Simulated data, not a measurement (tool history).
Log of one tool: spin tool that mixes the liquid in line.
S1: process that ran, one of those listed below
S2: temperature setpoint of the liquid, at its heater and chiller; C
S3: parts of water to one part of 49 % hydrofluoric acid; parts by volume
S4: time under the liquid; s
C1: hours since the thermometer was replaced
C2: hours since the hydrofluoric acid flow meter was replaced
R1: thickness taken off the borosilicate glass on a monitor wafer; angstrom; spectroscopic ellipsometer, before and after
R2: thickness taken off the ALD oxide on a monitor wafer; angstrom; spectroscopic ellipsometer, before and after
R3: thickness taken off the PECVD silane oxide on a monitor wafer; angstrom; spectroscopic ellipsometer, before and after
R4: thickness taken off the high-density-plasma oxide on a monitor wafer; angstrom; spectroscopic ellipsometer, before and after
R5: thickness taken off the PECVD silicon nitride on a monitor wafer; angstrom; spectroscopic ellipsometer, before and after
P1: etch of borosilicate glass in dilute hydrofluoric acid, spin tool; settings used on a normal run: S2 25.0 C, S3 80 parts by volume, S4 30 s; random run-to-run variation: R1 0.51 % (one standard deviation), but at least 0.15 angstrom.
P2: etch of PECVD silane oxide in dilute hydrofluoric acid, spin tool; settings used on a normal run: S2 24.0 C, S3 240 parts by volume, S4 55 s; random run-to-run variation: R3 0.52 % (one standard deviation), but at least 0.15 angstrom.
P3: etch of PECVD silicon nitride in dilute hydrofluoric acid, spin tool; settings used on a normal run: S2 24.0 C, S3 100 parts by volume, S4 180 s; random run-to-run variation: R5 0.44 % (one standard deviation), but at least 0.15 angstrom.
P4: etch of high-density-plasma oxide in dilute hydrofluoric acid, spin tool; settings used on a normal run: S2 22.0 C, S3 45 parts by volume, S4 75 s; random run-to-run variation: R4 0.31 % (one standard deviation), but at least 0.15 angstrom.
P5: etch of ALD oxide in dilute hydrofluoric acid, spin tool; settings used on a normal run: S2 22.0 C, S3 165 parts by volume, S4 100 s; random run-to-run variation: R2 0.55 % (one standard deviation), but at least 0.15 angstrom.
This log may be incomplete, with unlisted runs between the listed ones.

run   hour  S1    S2   S3   S4     C1     C2       R1       R2      R3       R4       R5
  1    6.4  P1  25.0   80   30  446.1  350.9  168.830
  2   17.8  P1  25.0   80   30  457.5  362.3  169.970
  3   24.3  P5  22.0  165  180  464.0  368.8           231.540
  4   34.1  P5  17.0  165  100  473.8  378.6           105.540
  5   45.4  P1  25.0   80   15  485.1  389.9   85.745
  6   51.3  P5  22.0  165  100  491.0  395.8           128.250
  7   57.5  P2  24.0  240  110  497.2  402.0                    84.831
  8   63.1  P1  25.0   80   30  502.8  407.6  170.360
  9   68.5  P4  22.0   45   75  508.2  413.0                             84.785
 10   78.1  P1  25.0   80   45  517.8  422.6  256.620
 11   89.4  P4  22.0   45  120  529.1  433.9                            136.060
 12   97.0  P1  19.0   80   30  536.7  441.5  133.840
 13  106.2  P5  22.0  165  100  545.9  450.7           128.430
 14  112.7  P1  25.0   80   30  552.4  457.2  171.090
 15  119.1  P3  24.0  100  180  558.8  463.6                                      72.121
 16  124.2  P3  24.0  100   70  563.9  468.7                                      27.968
 17  131.3  P1  25.0  125   30  571.0  475.8  102.950
 18  140.8  P4  29.5   45   75  580.5  485.3                            114.580
 19  145.9  P3  32.0  100  180  585.6  490.4                                     121.470
 20  157.6  P4  22.0   60   75  597.3  502.1                             62.462
 21  169.2  P5  22.0  255  100  608.9  513.7            75.509
 22  175.7  P3  24.0   60  180  615.4  520.2                                     119.220
 23  185.6  P1  25.0   80   30  625.3  530.1  171.690
 24  195.9  P1  30.0   80   45  635.6  540.4  310.980
 25  207.6  P1  21.0  110   30  647.3  552.1  101.730

For run 26, what comes out?
 26  213.7  P2  17.0  240  55  653.4  558.2           ?

Run 26 gave R3 32.650 angstrom.

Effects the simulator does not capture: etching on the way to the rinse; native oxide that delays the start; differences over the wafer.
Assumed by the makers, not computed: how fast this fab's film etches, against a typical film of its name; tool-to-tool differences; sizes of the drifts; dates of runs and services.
